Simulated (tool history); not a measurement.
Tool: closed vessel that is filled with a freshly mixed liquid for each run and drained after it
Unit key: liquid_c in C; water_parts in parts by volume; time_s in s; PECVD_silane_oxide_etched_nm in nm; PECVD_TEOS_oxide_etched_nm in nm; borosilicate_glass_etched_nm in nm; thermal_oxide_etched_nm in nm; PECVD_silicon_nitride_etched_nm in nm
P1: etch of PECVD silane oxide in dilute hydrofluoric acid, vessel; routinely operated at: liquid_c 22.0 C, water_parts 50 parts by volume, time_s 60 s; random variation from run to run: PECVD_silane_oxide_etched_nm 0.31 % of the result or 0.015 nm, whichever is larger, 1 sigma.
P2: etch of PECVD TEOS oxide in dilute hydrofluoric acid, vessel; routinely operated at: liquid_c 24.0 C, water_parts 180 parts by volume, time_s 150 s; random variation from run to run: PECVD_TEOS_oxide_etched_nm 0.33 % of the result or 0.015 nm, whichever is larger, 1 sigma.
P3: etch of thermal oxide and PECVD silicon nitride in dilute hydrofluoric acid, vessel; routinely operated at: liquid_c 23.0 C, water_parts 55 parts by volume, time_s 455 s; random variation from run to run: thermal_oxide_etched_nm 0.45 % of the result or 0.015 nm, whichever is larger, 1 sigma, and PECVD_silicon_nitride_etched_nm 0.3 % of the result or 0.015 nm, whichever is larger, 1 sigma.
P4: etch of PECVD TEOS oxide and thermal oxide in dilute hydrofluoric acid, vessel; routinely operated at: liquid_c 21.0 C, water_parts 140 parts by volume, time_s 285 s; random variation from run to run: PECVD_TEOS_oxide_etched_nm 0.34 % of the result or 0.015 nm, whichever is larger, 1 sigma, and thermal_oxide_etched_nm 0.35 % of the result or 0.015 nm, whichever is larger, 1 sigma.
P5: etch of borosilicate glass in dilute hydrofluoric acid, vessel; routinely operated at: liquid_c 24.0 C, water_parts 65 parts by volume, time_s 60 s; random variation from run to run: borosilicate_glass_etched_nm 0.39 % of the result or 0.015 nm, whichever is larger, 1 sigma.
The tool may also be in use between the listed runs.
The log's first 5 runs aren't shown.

run	day	process	liquid_c	water_parts	time_s	hours since the thermometer was replaced	hours since the hydrofluoric acid flow meter was replaced	PECVD_silane_oxide_etched_nm	PECVD_TEOS_oxide_etched_nm	borosilicate_glass_etched_nm	thermal_oxide_etched_nm	PECVD_silicon_nitride_etched_nm
6	0.796	P5	31.0	65	60	520.5	467.9			49.610		
7	0.971	P2	24.0	45	150	524.7	472.1		105.730			
8	1.138	P3	17.0	55	455	528.7	476.1				30.4950	14.566
9	1.292	P3	23.0	55	455	532.4	479.8				39.6100	22.023
10	1.412	P5	24.0	65	60	535.3	482.7			37.387		
11	1.512	P3	23.0	55	125	537.7	485.1				10.8810	6.091
12	1.596	P4	21.0	140	470	539.7	487.1		52.025		12.6800	
13	1.746	P1	22.0	50	60	543.3	490.7	51.519				
14	1.875	P1	26.0	50	60	546.4	493.8	60.313				
15	1.967	P5	24.0	65	60	548.6	496.0			37.263		
16	2.075	P4	27.0	140	285	551.2	498.6		39.579		9.6629	
17	2.175	P1	22.0	50	60	553.6	501.0	51.402				
18	2.354	P4	21.0	30	285	557.9	505.3		167.310		40.5900	
19	2.483	P5	24.0	65	30	561.0	508.4			18.782		
20	2.650	P3	23.0	20	455	565.0	512.4				113.8200	58.514

The next listed run, before its measurement:
21	2.767	P1	22.0	50	60	567.8	515.2	?				

Logged for run 21: PECVD_silane_oxide_etched_nm 51.516 nm.
